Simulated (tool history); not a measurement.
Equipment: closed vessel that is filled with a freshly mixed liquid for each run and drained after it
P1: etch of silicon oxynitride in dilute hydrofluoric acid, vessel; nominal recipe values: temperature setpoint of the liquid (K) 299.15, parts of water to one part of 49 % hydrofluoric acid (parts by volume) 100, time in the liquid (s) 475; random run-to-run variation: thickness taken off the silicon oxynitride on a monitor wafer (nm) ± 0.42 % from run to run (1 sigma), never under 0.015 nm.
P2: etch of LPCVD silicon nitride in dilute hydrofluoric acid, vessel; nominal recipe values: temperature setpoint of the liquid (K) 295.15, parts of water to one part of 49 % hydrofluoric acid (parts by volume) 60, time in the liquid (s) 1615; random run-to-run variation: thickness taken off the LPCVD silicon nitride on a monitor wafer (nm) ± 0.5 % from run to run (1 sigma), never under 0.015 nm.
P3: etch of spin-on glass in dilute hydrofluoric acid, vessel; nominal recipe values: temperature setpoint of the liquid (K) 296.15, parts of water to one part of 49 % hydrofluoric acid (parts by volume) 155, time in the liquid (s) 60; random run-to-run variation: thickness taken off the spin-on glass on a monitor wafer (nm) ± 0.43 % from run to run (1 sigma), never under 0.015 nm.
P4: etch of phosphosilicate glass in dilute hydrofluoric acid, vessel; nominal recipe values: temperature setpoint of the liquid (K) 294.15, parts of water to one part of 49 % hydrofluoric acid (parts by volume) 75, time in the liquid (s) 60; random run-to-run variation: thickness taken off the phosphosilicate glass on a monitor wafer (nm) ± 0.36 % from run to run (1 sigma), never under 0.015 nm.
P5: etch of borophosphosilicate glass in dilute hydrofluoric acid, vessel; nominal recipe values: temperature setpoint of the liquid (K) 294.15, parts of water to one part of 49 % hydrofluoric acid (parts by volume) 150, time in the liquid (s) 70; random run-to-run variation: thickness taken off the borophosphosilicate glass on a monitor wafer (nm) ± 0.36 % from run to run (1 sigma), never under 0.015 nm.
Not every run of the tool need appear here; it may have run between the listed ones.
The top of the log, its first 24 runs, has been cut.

| run | hour | process that ran | temperature setpoint of the liquid (K) | parts of water to one part of 49 % hydrofluoric acid (parts by volume) | time in the liquid (s) | hours since the thermometer was replaced | hours since the hydrofluoric acid flow meter was replaced | thickness taken off the silicon oxynitride on a monitor wafer (nm) | thickness taken off the LPCVD silicon nitride on a monitor wafer (nm) | thickness taken off the phosphosilicate glass on a monitor wafer (nm) | thickness taken off the spin-on glass on a monitor wafer (nm) | thickness taken off the borophosphosilicate glass on a monitor wafer (nm) |
|---|---|---|---|---|---|---|---|---|---|---|---|---|
| 25 | 109.7 | P2 | 295.15 | 60 | 1615 | 386.6 | 1378.4 |  | 12.4170 |  |  |  |
| 26 | 112.4 | P3 | 296.15 | 155 | 60 | 389.3 | 1381.1 |  |  |  | 19.1460 |  |
| 27 | 115.8 | P5 | 294.15 | 70 | 70 | 392.7 | 1384.5 |  |  |  |  | 37.981 |
| 28 | 119.0 | P1 | 299.15 | 100 | 695 | 395.9 | 1387.7 | 19.14500 |  |  |  |  |
|  | 120.1 | thermometer replaced |
| 29 | 123.5 | P1 | 292.15 | 100 | 475 | 3.5 | 1392.2 | 9.35750 |  |  |  |  |
| 30 | 128.2 | P5 | 294.15 | 150 | 130 | 8.2 | 1396.9 |  |  |  |  | 29.872 |
| 31 | 131.5 | P5 | 294.15 | 150 | 70 | 11.5 | 1400.2 |  |  |  |  | 16.059 |
| 32 | 135.0 | P1 | 299.15 | 100 | 475 | 15.0 | 1403.7 | 12.99300 |  |  |  |  |
| 33 | 138.0 | P1 | 299.15 | 100 | 475 | 18.0 | 1406.7 | 12.75500 |  |  |  |  |
| 34 | 143.7 | P1 | 299.15 | 100 | 475 | 23.7 | 1412.4 | 12.45700 |  |  |  |  |
| 35 | 148.2 | P1 | 299.15 | 100 | 475 | 28.2 | 1416.9 | 12.23700 |  |  |  |  |

Run 36, settings as shown, results not yet in. Your forecast:
| 36 | 152.8 | P1 | 299.15 | 100 | 475 | 32.8 | 1421.5 | ? |  |  |  |  |

{"run 36": {"thickness taken off the silicon oxynitride on a monitor wafer (nm)": 12.337}}
